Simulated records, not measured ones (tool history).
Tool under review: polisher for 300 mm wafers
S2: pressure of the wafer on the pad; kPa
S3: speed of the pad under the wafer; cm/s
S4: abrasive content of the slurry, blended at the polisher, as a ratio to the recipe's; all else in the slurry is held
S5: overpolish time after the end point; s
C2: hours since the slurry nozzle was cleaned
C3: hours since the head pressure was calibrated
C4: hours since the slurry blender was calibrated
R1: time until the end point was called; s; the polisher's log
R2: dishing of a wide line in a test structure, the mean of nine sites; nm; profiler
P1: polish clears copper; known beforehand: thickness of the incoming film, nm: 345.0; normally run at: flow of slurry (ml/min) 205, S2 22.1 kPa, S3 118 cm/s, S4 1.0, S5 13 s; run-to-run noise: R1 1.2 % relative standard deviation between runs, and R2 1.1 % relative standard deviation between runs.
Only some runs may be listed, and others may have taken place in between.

{"run": 1, "hour": 14.1, "flow of slurry (ml/min)": 205, "S2": 22.1, "S3": 118, "S4": 1.0, "S5": 13, "wafers polished on this pad": 201, "C2": 154.5, "C3": 532.1, "C4": 289.4, "R1": 92.691, "R2": 32.391}
{"run": 2, "hour": 30.8, "flow of slurry (ml/min)": 205, "S2": 22.1, "S3": 118, "S4": 1.3, "S5": 13, "wafers polished on this pad": 345, "C2": 171.2, "C3": 548.8, "C4": 306.1, "R1": 87.748, "R2": 33.494}
{"run": 3, "hour": 49.8, "flow of slurry (ml/min)": 205, "S2": 22.1, "S3": 118, "S4": 1.0, "S5": 13, "wafers polished on this pad": 509, "C2": 190.2, "C3": 567.8, "C4": 325.1, "R1": 91.209, "R2": 32.543}
{"run": 4, "hour": 59.3, "flow of slurry (ml/min)": 205, "S2": 22.1, "S3": 118, "S4": 1.0, "S5": 4, "wafers polished on this pad": 591, "C2": 199.7, "C3": 577.3, "C4": 334.6, "R1": 94.081, "R2": 11.153}
{"run": 5, "hour": 71.9, "flow of slurry (ml/min)": 205, "S2": 33.1, "S3": 118, "S4": 1.0, "S5": 13, "wafers polished on this pad": 700, "C2": 212.3, "C3": 589.9, "C4": 347.2, "R1": 61.548, "R2": 45.587}
{"run": 6, "hour": 83.0, "flow of slurry (ml/min)": 205, "S2": 22.1, "S3": 54, "S4": 1.0, "S5": 13, "wafers polished on this pad": 796, "C2": 223.4, "C3": 601.0, "C4": 358.3, "R1": 204.33, "R2": 16.546}
{"run": 7, "hour": 99.6, "flow of slurry (ml/min)": 205, "S2": 9.7, "S3": 118, "S4": 1.0, "S5": 13, "wafers polished on this pad": 939, "C2": 240.0, "C3": 617.6, "C4": 374.9, "R1": 214.22, "R2": 15.083}
{"run": 8, "hour": 108.9, "flow of slurry (ml/min)": 205, "S2": 22.1, "S3": 182, "S4": 1.0, "S5": 13, "wafers polished on this pad": 1019, "C2": 249.3, "C3": 626.9, "C4": 384.2, "R1": 59.6, "R2": 45.369}
{"run": 9, "hour": 121.1, "flow of slurry (ml/min)": 315, "S2": 22.1, "S3": 118, "S4": 1.0, "S5": 20, "wafers polished on this pad": 1124, "C2": 261.5, "C3": 639.1, "C4": 396.4, "R1": 89.917, "R2": 46.631}
{"run": 10, "hour": 131.8, "flow of slurry (ml/min)": 205, "S2": 31.7, "S3": 70, "S4": 1.0, "S5": 13, "wafers polished on this pad": 1217, "C2": 272.2, "C3": 649.8, "C4": 407.1, "R1": 107.9, "R2": 28.164}
{"run": 11, "hour": 143.0, "flow of slurry (ml/min)": 205, "S2": 22.1, "S3": 118, "S4": 1.0, "S5": 23, "wafers polished on this pad": 1313, "C2": 283.4, "C3": 661.0, "C4": 418.3, "R1": 92.812, "R2": 47.96}
{"run": 12, "hour": 152.0, "flow of slurry (ml/min)": 205, "S2": 22.1, "S3": 118, "S4": 1.0, "S5": 13, "wafers polished on this pad": 1391, "C2": 292.4, "C3": 670.0, "C4": 427.3, "R1": 92.756, "R2": 31.561}

Predict the results of run 13:
{"run": 13, "hour": 163.0, "flow of slurry (ml/min)": 205, "S2": 22.1, "S3": 118, "S4": 0.5, "S5": 13, "wafers polished on this pad": 1486, "C2": 303.4, "C3": 681.0, "C4": 438.3, "R1": "?", "R2": "?"}

{"run 13": {"R1": 109.05, "R2": 28.436}}

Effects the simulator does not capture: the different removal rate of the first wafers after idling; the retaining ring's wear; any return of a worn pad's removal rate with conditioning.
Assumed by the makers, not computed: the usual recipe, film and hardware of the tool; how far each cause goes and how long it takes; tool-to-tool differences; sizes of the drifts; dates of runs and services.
